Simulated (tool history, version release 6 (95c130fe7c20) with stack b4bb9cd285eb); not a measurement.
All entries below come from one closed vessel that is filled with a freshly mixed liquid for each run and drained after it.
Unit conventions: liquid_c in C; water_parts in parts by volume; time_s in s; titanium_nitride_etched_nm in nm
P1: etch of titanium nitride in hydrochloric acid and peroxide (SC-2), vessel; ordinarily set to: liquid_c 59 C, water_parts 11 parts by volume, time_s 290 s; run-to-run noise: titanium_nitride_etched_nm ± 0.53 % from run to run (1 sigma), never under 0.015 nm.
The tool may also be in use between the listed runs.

run   hour  liquid_c  water_parts  time_s  hours since the thermometer was replaced  hours since the chemicals flow meter was replaced  hours since the drum of peroxide was connected  titanium_nitride_etched_nm
  1    6.8        59           11     290                                    1200.9                                              408.2                                             104                      11.101
  2   16.9        59           11     290                                      1211                                              418.3                                           114.1                      11.057
  3   23.4        59           11     290                                    1217.5                                              424.8                                           120.6                      11.093
  4   31.7      67.5           18     290                                    1225.8                                              433.1                                           128.9                      11.996
  5   38.7        72           11     290                                    1232.8                                              440.1                                           135.9                      24.355
      41.6  -- chemicals flow meter replaced
  6   49.7        59            4     290                                    1243.8                                                8.1                                           146.9                      24.043
  7   55.7        59            4      85                                    1249.8                                               14.1                                           152.9                       6.992
  8   63.9        59           11     565                                      1258                                               22.3                                           161.1                      21.402
  9   72.8        59         19.5     290                                    1266.9                                               31.2                                             170                      6.6477
 10   79.8        59           11     290                                    1273.9                                               38.2                                             177                      10.957
 11   89.7        59           11      30                                    1283.8                                               48.1                                           186.9                      1.1705
 12  100.2      42.5           11     290                                    1294.3                                               58.6                                           197.4                      3.6933
 13  106.7        59           11     290                                    1300.8                                               65.1                                           203.9                      10.976
 14  114.4        59           15     535                                    1308.5                                               72.8                                           211.6                      15.613
 15  122.8        59           11     290                                    1316.9                                               81.2                                             220                      10.979
 16  133.2        59           11     290                                    1327.3                                               91.6                                           230.4                      11.726
 17  139.6        59           11     290                                    1333.7                                                 98                                           236.8                      11.808
 18  149.1        59           11     290                                    1343.2                                              107.5                                           246.3                       12.09
 19  156.8        59           11     290                                    1350.9                                              115.2                                             254                      12.083
 20  164.3        59           11     290                                    1358.4                                              122.7                                           261.5                      11.975
 21  173.8        59           11     290                                    1367.9                                              132.2                                             271                      12.162

What P1 gives has crept away from where it was. These 2 causes fit the log equally well, each at the size given:
A: liquid hotter than its thermometer reads (K) = 1.48
B: chemicals flow above the setpoint (%) = 11.7
The gradual shift began around hour 122.8.
Every other cause this tool's parts could produce, and why it does not fit the log:
peroxide weaker than its label (%): can reach only 8, and even then titanium_nitride_etched_nm would move by -7.4 %, too little or the wrong way

Consider the 4 check runs below, whose results appear as question marks and each of which averages 5 wafers. Which one distinguishes the causes, in that each cause would give it a clearly different result?
check 1  183.3      51.5           19     290                                                                                                                                                                        ?
check 2  183.3        52           11      45                                                                                                                                                                        ?
check 3  183.3        50            5     290                                                                                                                                                                        ?
check 4  183.3        59           11     180                                                                                                                                                                        ?

What each check would give under each cause:
  check                      result    if A    if B
check 1  titanium_nitride_etched_nm  4.6399  4.6503
check 2  titanium_nitride_etched_nm  1.2017  1.1966
check 3  titanium_nitride_etched_nm  12.612  12.357
check 4  titanium_nitride_etched_nm  7.5179  7.5164
How far apart the two closest causes lie, in the result that separates them most: check 1 0.22 %; check 2 0.42 %; check 3 2.04 %; check 4 0.02 %
The causes can be told apart only by check 3. The other checks would give nearly the same results under each of them.

Then check 3 was run and gave: titanium_nitride_etched_nm 12.382 nm. Which cause is it?

It is B: chemicals flow above the setpoint (%).
